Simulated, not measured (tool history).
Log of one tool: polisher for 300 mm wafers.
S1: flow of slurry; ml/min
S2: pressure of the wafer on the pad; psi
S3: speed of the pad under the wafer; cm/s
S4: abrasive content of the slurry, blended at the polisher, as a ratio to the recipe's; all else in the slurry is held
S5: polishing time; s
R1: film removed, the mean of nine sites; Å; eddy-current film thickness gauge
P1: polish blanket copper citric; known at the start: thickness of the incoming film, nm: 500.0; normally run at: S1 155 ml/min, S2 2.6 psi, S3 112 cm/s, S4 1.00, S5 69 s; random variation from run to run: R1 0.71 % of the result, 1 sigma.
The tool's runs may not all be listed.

run	day	S1	S2	S3	S4	S5	R1
1	0.142	155	2.6	112	1.00	69	1530.40
2	0.329	155	2.6	112	1.00	31	687.45
3	0.558	155	2.6	112	1.00	69	1504.60
4	0.662	155	2.6	174	1.00	69	2339.50
5	0.879	155	1.6	112	1.00	69	943.14
6	1.104	155	2.6	50	1.00	69	697.88
7	1.275	155	2.6	112	1.00	69	1534.80
# day 1.383: slurry blender recalibrated
8	1.488	155	1.6	74	1.00	69	641.43
9	1.667	155	2.6	112	1.35	69	1630.00
10	1.912	245	2.6	112	1.00	69	1600.60
11	2.108	155	2.6	112	1.00	69	1518.10
12	2.300	155	2.6	112	1.00	96	2109.10
13	2.488	155	4.0	112	1.00	69	2339.20
14	2.608	155	2.6	112	0.50	69	1323.30
15	2.754	95	2.6	112	1.00	69	1357.70
16	2.879	155	2.6	112	1.00	69	1494.70

Run 17 comes next. What will it give?
17	3.121	155	2.6	112	1.00	69	?

Run 17 gave R1 1477.50 Å.
